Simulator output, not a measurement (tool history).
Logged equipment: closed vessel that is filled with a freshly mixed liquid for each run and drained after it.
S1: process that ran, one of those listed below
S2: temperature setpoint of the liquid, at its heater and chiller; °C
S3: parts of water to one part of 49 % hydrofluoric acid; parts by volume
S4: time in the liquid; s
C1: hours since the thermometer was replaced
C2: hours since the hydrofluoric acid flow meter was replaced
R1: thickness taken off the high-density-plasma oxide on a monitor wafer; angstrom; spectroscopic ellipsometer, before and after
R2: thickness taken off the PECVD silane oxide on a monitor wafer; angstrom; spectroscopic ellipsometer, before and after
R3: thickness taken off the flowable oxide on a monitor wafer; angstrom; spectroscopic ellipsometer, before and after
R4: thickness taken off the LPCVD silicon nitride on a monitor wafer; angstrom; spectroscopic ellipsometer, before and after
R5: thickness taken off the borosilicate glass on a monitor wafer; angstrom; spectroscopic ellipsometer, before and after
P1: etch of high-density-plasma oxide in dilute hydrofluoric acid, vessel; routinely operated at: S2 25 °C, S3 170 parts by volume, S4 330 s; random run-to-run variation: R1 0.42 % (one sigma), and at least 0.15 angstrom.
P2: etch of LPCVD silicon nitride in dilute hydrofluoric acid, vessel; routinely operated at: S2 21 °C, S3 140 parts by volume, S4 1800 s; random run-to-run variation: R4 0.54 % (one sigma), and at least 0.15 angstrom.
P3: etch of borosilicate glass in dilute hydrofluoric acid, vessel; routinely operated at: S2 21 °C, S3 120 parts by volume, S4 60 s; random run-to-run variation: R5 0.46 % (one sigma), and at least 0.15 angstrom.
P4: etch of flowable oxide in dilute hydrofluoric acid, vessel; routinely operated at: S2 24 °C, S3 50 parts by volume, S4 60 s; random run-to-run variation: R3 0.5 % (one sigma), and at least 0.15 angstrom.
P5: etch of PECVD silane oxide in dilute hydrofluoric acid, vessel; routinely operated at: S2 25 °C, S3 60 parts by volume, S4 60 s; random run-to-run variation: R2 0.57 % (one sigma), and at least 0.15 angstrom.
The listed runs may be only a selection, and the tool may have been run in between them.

Run 1, hour 9.1: S1 P1, S2 25 °C, S3 170 parts by volume, S4 330 s; C1 648.6; C2 1047. Result: R1 133.39 angstrom.
Run 2, hour 24.6: S1 P5, S2 25 °C, S3 20 parts by volume, S4 60 s; C1 664.1; C2 1062.5. Result: R2 933.41 angstrom.
Run 3, hour 37.6: S1 P4, S2 24 °C, S3 50 parts by volume, S4 60 s; C1 677.1; C2 1075.5. Result: R3 519.55 angstrom.
Run 4, hour 49.3: S1 P2, S2 21 °C, S3 55 parts by volume, S4 1800 s; C1 688.8; C2 1087.2. Result: R4 131.43 angstrom.
Run 5, hour 61.2: S1 P2, S2 17 °C, S3 140 parts by volume, S4 1800 s; C1 700.7; C2 1099.1. Result: R4 40.117 angstrom.
Run 6, hour 74.6: S1 P1, S2 25 °C, S3 45 parts by volume, S4 330 s; C1 714.1; C2 1112.5. Result: R1 590.44 angstrom.
Run 7, hour 82.6: S1 P1, S2 25 °C, S3 305 parts by volume, S4 330 s; C1 722.1; C2 1120.5. Result: R1 64.866 angstrom.
Run 8, hour 93.2: S1 P1, S2 17.5 °C, S3 170 parts by volume, S4 330 s; C1 732.7; C2 1131.1. Result: R1 100.19 angstrom.
Run 9, hour 104.7: S1 P1, S2 25 °C, S3 170 parts by volume, S4 55 s; C1 744.2; C2 1142.6. Result: R1 22.282 angstrom.
Run 10, hour 120.8: S1 P3, S2 21 °C, S3 120 parts by volume, S4 30 s; C1 760.3; C2 1158.7. Result: R5 54.295 angstrom.
Run 11, hour 130.3: S1 P3, S2 21 °C, S3 50 parts by volume, S4 60 s; C1 769.8; C2 1168.2. Result: R5 282.64 angstrom.
Run 12, hour 146: S1 P1, S2 25 °C, S3 170 parts by volume, S4 650 s; C1 785.5; C2 1183.9. Result: R1 264.01 angstrom.
Run 13, hour 153.9: S1 P5, S2 25 °C, S3 60 parts by volume, S4 60 s; C1 793.4; C2 1191.8. Result: R2 298.4 angstrom.
Run 14, hour 169.9: S1 P2, S2 21 °C, S3 140 parts by volume, S4 30 s; C1 809.4; C2 1207.8. Result: R4 1.0116 angstrom.
Run 15, hour 185.6: S1 P4, S2 18 °C, S3 50 parts by volume, S4 60 s; C1 825.1; C2 1223.5. Result: R3 403.68 angstrom.
Run 16, hour 200.8: S1 P1, S2 25 °C, S3 70 parts by volume, S4 105 s; C1 840.3; C2 1238.7. Result: R1 117.49 angstrom.
Run 17, hour 209.7: S1 P3, S2 21 °C, S3 120 parts by volume, S4 60 s; C1 849.2; C2 1247.6. Result: R5 107.71 angstrom.
Run 18, hour 225.7: S1 P1, S2 25 °C, S3 170 parts by volume, S4 330 s; C1 865.2; C2 1263.6. Result: R1 134.6 angstrom.
Run 19, hour 238: S1 P1, S2 31.5 °C, S3 170 parts by volume, S4 110 s; C1 877.5; C2 1275.9. Result: R1 56.528 angstrom.
Run 20, hour 254.8: S1 P1, S2 31 °C, S3 170 parts by volume, S4 330 s; C1 894.3; C2 1292.7. Result: R1 165.92 angstrom.
Run 21, hour 267.3: S1 P3, S2 17 °C, S3 120 parts by volume, S4 60 s; C1 906.8; C2 1305.2. Result: R5 91.93 angstrom.
Run 22, hour 279.8: S1 P4, S2 24 °C, S3 50 parts by volume, S4 30 s; C1 919.3; C2 1317.7. Result: R3 260.23 angstrom.
Run 23, hour 293.6: S1 P1, S2 25 °C, S3 170 parts by volume, S4 330 s; C1 933.1; C2 1331.5. Result: R1 134.07 angstrom.
Run 24, hour 301.9: S1 P1, S2 25 °C, S3 170 parts by volume, S4 330 s; C1 941.4; C2 1339.8. Result: R1 134.06 angstrom.
Run 25, hour 316.1: S1 P1, S2 25 °C, S3 170 parts by volume, S4 330 s; C1 955.6; C2 1354. Result: R1 134.42 angstrom.
Run 26, hour 329.7: S1 P5, S2 32 °C, S3 60 parts by volume, S4 60 s; C1 969.2; C2 1367.6. Result: R2 389.89 angstrom.
Run 27, hour 346.1: S1 P5, S2 25 °C, S3 60 parts by volume, S4 90 s; C1 985.6; C2 1384. Result: R2 449.88 angstrom.
Run 28, hour 355.9: S1 P1, S2 25 °C, S3 170 parts by volume, S4 330 s; C1 995.4; C2 1393.8. Result: R1 132.76 angstrom.
Run 29, hour 365.7: S1 P1, S2 25 °C, S3 70 parts by volume, S4 605 s; C1 1005.2; C2 1403.6. Result: R1 676.4 angstrom.
Run 30, hour 378.2: S1 P4, S2 24 °C, S3 50 parts by volume, S4 60 s; C1 1017.7; C2 1416.1. Result: R3 523.6 angstrom.
Run 31, hour 392.2: S1 P2, S2 21 °C, S3 140 parts by volume, S4 1800 s; C1 1031.7; C2 1430.1. Result: R4 52.691 angstrom.
Run 32, hour 404.4: S1 P4, S2 24 °C, S3 90 parts by volume, S4 60 s; C1 1043.9; C2 1442.3. Result: R3 274.14 angstrom.
Run 33, hour 414.6: S1 P1, S2 25 °C, S3 170 parts by volume, S4 330 s; C1 1054.1; C2 1452.5. Result: R1 134.28 angstrom.
Run 34, hour 430.6: S1 P1, S2 25 °C, S3 170 parts by volume, S4 330 s; C1 1070.1; C2 1468.5. Result: R1 129.31 angstrom.
Run 35, hour 442.7: S1 P1, S2 25 °C, S3 170 parts by volume, S4 330 s; C1 1082.2; C2 1480.6. Result: R1 126.83 angstrom.
Run 36, hour 453.3: S1 P1, S2 25 °C, S3 170 parts by volume, S4 330 s; C1 1092.8; C2 1491.2. Result: R1 127.26 angstrom.
Run 37, hour 461.9: S1 P1, S2 25 °C, S3 170 parts by volume, S4 330 s; C1 1101.4; C2 1499.8. Result: R1 127.28 angstrom.
Run 38, hour 472.5: S1 P1, S2 25 °C, S3 170 parts by volume, S4 330 s; C1 1112; C2 1510.4. Result: R1 126.1 angstrom.
Run 39, hour 486.5: S1 P1, S2 25 °C, S3 170 parts by volume, S4 330 s; C1 1126; C2 1524.4. Result: R1 127.67 angstrom.
Run 40, hour 501.1: S1 P1, S2 25 °C, S3 170 parts by volume, S4 330 s; C1 1140.6; C2 1539. Result: R1 126.05 angstrom.

Compared with where it was, what P1 gives has crept away. Each cause listed below fits the log as well as the rest, at the size given for it:
A: hydrofluoric acid flow below the setpoint (%) = 4.75
B: liquid colder than its thermometer reads (K) = 1.55
At approximately hour 414.6, the process output began to creep.

The check runs listed below each take one wafer, and their results are still question marks. Under which run would the listed causes lead to clearly different results?
Run check 1, hour 515.7: S1 P4, S2 24 °C, S3 85 parts by volume, S4 35 s. Result: R3 ?.
Run check 2, hour 515.7: S1 P5, S2 29 °C, S3 30 parts by volume, S4 60 s. Result: R2 ?.
Run check 3, hour 515.7: S1 P2, S2 18 °C, S3 140 parts by volume, S4 1800 s. Result: R4 ?.
Run check 4, hour 515.7: S1 P3, S2 17 °C, S3 120 parts by volume, S4 60 s. Result: R5 ?.

Predicted outcomes, by check and by cause:
  check  result    if A    if B
check 1      R3  161.17  159.81
check 2      R2  697.89  689.73
check 3      R4  40.916  38.558
check 4      R5  86.598  85.697
Smallest distance between any two causes, each pair judged by its most separating result, in per cent: check 1 0.85 %; check 2 1.18 %; check 3 5.94 %; check 4 1.05 %
Check 3 tells the causes apart: in the others they would give nearly the same result.

Check 3 was carried out, with these results: R4 38.586 angstrom. Which of the listed causes is responsible?

The cause is B: liquid colder than its thermometer reads (K).

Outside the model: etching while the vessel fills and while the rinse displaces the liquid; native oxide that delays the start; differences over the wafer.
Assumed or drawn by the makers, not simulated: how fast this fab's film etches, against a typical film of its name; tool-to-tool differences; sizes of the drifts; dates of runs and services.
